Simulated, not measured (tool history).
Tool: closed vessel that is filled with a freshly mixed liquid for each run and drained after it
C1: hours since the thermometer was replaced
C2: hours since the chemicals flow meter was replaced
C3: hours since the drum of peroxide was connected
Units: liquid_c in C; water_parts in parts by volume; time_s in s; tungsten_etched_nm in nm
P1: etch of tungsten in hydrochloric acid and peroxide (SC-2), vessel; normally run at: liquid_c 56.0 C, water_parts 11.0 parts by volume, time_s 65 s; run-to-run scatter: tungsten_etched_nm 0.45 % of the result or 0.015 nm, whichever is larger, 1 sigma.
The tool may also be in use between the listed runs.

{"run": 1, "hour": 8.1, "liquid_c": 56.0, "water_parts": 11.0, "time_s": 65, "C1": 159.7, "C2": 1180.1, "C3": 420.5, "tungsten_etched_nm": 11.657}
{"run": 2, "hour": 20.6, "liquid_c": 56.0, "water_parts": 11.0, "time_s": 30, "C1": 172.2, "C2": 1192.6, "C3": 433.0, "tungsten_etched_nm": 5.3765}
{"run": 3, "hour": 26.9, "liquid_c": 39.5, "water_parts": 11.0, "time_s": 65, "C1": 178.5, "C2": 1198.9, "C3": 439.3, "tungsten_etched_nm": 3.8155}
{"run": 4, "hour": 37.1, "liquid_c": 56.0, "water_parts": 11.0, "time_s": 65, "C1": 188.7, "C2": 1209.1, "C3": 449.5, "tungsten_etched_nm": 11.705}
{"run": 5, "hour": 47.0, "liquid_c": 56.0, "water_parts": 18.5, "time_s": 65, "C1": 198.6, "C2": 1219.0, "C3": 459.4, "tungsten_etched_nm": 7.4084}
{"run": 6, "hour": 58.8, "liquid_c": 56.0, "water_parts": 11.0, "time_s": 130, "C1": 210.4, "C2": 1230.8, "C3": 471.2, "tungsten_etched_nm": 23.49}
{"run": 7, "hour": 65.2, "liquid_c": 43.0, "water_parts": 11.0, "time_s": 40, "C1": 216.8, "C2": 1237.2, "C3": 477.6, "tungsten_etched_nm": 3.0171}
{"run": 8, "hour": 76.1, "liquid_c": 56.0, "water_parts": 4.0, "time_s": 65, "C1": 227.7, "C2": 1248.1, "C3": 488.5, "tungsten_etched_nm": 25.174}
{"run": 9, "hour": 85.6, "liquid_c": 56.0, "water_parts": 7.0, "time_s": 120, "C1": 237.2, "C2": 1257.6, "C3": 498.0, "tungsten_etched_nm": 30.944}
{"run": 10, "hour": 97.5, "liquid_c": 56.0, "water_parts": 11.0, "time_s": 65, "C1": 249.1, "C2": 1269.5, "C3": 509.9, "tungsten_etched_nm": 11.629}
{"run": 11, "hour": 109.6, "liquid_c": 56.0, "water_parts": 11.0, "time_s": 65, "C1": 261.2, "C2": 1281.6, "C3": 522.0, "tungsten_etched_nm": 11.595}
{"run": 12, "hour": 118.8, "liquid_c": 56.0, "water_parts": 16.5, "time_s": 30, "C1": 270.4, "C2": 1290.8, "C3": 531.2, "tungsten_etched_nm": 3.7682}
{"run": 13, "hour": 130.0, "liquid_c": 56.0, "water_parts": 11.0, "time_s": 65, "C1": 281.6, "C2": 1302.0, "C3": 542.4, "tungsten_etched_nm": 11.713}
{"hour": 131.7, "done": "chemicals flow meter replaced"}
{"run": 14, "hour": 139.1, "liquid_c": 69.0, "water_parts": 11.0, "time_s": 65, "C1": 290.7, "C2": 7.4, "C3": 551.5, "tungsten_etched_nm": 26.093}
{"run": 15, "hour": 146.9, "liquid_c": 56.0, "water_parts": 11.0, "time_s": 65, "C1": 298.5, "C2": 15.2, "C3": 559.3, "tungsten_etched_nm": 11.68}

Forecast run 16:
{"run": 16, "hour": 157.0, "liquid_c": 56.0, "water_parts": 11.0, "time_s": 65, "C1": 308.6, "C2": 25.3, "C3": 569.4, "tungsten_etched_nm": "?"}

{"run 16": {"tungsten_etched_nm": 12.021}}
